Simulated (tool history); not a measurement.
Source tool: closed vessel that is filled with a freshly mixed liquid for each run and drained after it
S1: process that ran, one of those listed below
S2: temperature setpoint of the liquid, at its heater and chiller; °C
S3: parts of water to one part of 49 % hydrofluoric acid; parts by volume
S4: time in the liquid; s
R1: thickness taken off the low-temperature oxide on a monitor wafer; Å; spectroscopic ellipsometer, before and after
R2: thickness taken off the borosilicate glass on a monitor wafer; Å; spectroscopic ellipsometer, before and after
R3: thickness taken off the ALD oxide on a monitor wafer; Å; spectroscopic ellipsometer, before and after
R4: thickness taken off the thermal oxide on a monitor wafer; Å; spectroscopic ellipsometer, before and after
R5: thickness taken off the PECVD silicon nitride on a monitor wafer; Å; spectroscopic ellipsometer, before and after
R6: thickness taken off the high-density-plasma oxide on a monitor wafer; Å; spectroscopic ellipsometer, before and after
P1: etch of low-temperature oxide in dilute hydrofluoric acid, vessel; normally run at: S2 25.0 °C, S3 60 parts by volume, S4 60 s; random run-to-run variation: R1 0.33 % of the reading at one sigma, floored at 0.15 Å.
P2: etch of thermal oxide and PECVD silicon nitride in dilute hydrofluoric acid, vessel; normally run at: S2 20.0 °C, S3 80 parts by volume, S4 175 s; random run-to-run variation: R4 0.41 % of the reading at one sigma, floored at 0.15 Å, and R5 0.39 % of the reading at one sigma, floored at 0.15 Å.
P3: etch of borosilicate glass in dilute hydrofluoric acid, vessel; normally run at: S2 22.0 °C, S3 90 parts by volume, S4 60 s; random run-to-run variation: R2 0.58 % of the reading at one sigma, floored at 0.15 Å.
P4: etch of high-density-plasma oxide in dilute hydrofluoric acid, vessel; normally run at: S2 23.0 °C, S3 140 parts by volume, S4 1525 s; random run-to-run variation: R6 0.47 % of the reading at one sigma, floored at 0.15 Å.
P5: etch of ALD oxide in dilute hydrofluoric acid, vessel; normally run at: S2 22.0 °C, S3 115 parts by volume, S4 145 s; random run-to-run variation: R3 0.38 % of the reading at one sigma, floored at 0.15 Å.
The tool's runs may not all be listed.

run,day,S1,S2,S3,S4,R1,R2,R3,R4,R5,R6
1,0.454,P1,25.0,60,60,222.150,,,,,
2,0.712,P3,22.0,125,60,,120.55,,,,
3,1.133,P3,22.0,90,100,,295.97,,,,
4,1.492,P1,25.0,60,60,221.520,,,,,
5,2.008,P1,25.0,60,30,110.920,,,,,
6,2.404,P5,22.0,160,145,,,102.150,,,
7,2.650,P1,25.0,20,60,697.740,,,,,
8,3.029,P5,22.0,115,70,,,72.257,,,
9,3.483,P2,20.0,80,175,,,,84.122,55.042,
10,3.921,P1,25.0,60,60,222.040,,,,,
11,4.271,P4,23.0,140,2635,,,,,,916.57
12,4.538,P1,18.5,100,60,97.528,,,,,
13,4.825,P5,22.0,115,145,,,149.760,,,
14,5.338,P3,22.0,90,60,,175.58,,,,
15,5.796,P4,23.0,55,1525,,,,,,1477.20
16,6.150,P1,25.0,60,95,350.990,,,,,
17,6.408,P3,27.0,90,60,,212.80,,,,
18,6.804,P3,22.0,90,60,,176.72,,,,
19,7.271,P2,17.0,80,175,,,,74.516,44.684,
20,7.729,P4,18.0,140,1525,,,,,,431.44
21,7.992,P2,20.0,45,175,,,,154.860,96.187,
22,8.238,P2,20.0,80,50,,,,24.294,15.569,
23,8.646,P1,17.5,60,60,162.270,,,,,

For run 24, what comes out?
24,9.088,P1,25.0,110,60,?,,,,,

{"run 24": {"R1": 113.85}}
